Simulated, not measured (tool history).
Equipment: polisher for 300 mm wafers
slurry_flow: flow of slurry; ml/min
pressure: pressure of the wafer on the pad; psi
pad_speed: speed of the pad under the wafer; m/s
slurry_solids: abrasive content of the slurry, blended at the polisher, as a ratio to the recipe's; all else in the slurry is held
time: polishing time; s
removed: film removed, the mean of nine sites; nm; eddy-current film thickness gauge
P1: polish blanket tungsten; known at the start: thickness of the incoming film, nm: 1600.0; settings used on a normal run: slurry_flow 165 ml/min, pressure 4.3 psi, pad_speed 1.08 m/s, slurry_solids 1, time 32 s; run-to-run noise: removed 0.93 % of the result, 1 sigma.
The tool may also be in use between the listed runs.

| run | hour | slurry_flow | pressure | pad_speed | slurry_solids | time | wafers polished on this pad | hours since the slurry nozzle was cleaned | hours since the head pressure was calibrated | hours since the slurry blender was calibrated | hours since the slurry got fresh peroxide | removed |
|---|---|---|---|---|---|---|---|---|---|---|---|---|
| 1 | 3 | 165 | 4.3 | 1.08 | 1 | 32 | 659 | 465.1 | 291.7 | 93.9 | 62.6 | 201.72 |
| 2 | 5.2 | 165 | 4.3 | 1.08 | 1 | 49 | 688 | 467.3 | 293.9 | 96.1 | 64.8 | 317.74 |
| 3 | 8.7 | 165 | 4.3 | 1.08 | 0.55 | 32 | 734 | 470.8 | 297.4 | 99.6 | 68.3 | 181.13 |
| 4 | 12.8 | 165 | 4.3 | 0.54 | 1 | 32 | 788 | 474.9 | 301.5 | 103.7 | 72.4 | 104.4 |
| 5 | 15.9 | 165 | 6.2 | 1.08 | 1 | 32 | 829 | 478 | 304.6 | 106.8 | 75.5 | 295.28 |
| 6 | 18.3 | 165 | 4.3 | 1.08 | 1 | 32 | 861 | 480.4 | 307 | 109.2 | 77.9 | 205.16 |
| 7 | 22.3 | 165 | 4.3 | 1.66 | 1 | 32 | 913 | 484.4 | 311 | 113.2 | 81.9 | 315.8 |
| 8 | 26.9 | 105 | 4.3 | 1.08 | 1 | 32 | 974 | 489 | 315.6 | 117.8 | 86.5 | 190.13 |
| 9 | 29.9 | 165 | 4.3 | 1.08 | 1.3 | 32 | 1013 | 492 | 318.6 | 120.8 | 89.5 | 224.4 |
|  | 31.5 | worn pad replaced by a new one |
| 10 | 32.5 | 235 | 4.3 | 1.08 | 1.25 | 32 | 13 | 494.6 | 321.2 | 123.4 | 92.1 | 232.13 |
| 11 | 36.4 | 165 | 4.3 | 1.08 | 1 | 32 | 64 | 498.5 | 325.1 | 127.3 | 96 | 207.81 |
| 12 | 40.9 | 165 | 4.3 | 1.08 | 1 | 18 | 123 | 503 | 329.6 | 131.8 | 100.5 | 117.54 |
| 13 | 43.2 | 165 | 4.3 | 1.08 | 1 | 32 | 154 | 505.3 | 331.9 | 134.1 | 102.8 | 205.5 |
| 14 | 47.6 | 165 | 4.3 | 1.08 | 1 | 32 | 212 | 509.7 | 336.3 | 138.5 | 107.2 | 207.1 |
| 15 | 50.9 | 120 | 4.3 | 1.08 | 1 | 15 | 255 | 513 | 339.6 | 141.8 | 110.5 | 91.474 |
| 16 | 53.5 | 100 | 4.3 | 1.08 | 1.45 | 32 | 289 | 515.6 | 342.2 | 144.4 | 113.1 | 207.38 |

Run 17 comes next. What will it give?
| 17 | 56.8 | 165 | 4.3 | 1.08 | 1 | 32 | 333 | 518.9 | 345.5 | 147.7 | 116.4 | ? |

removed: 208.2 nm
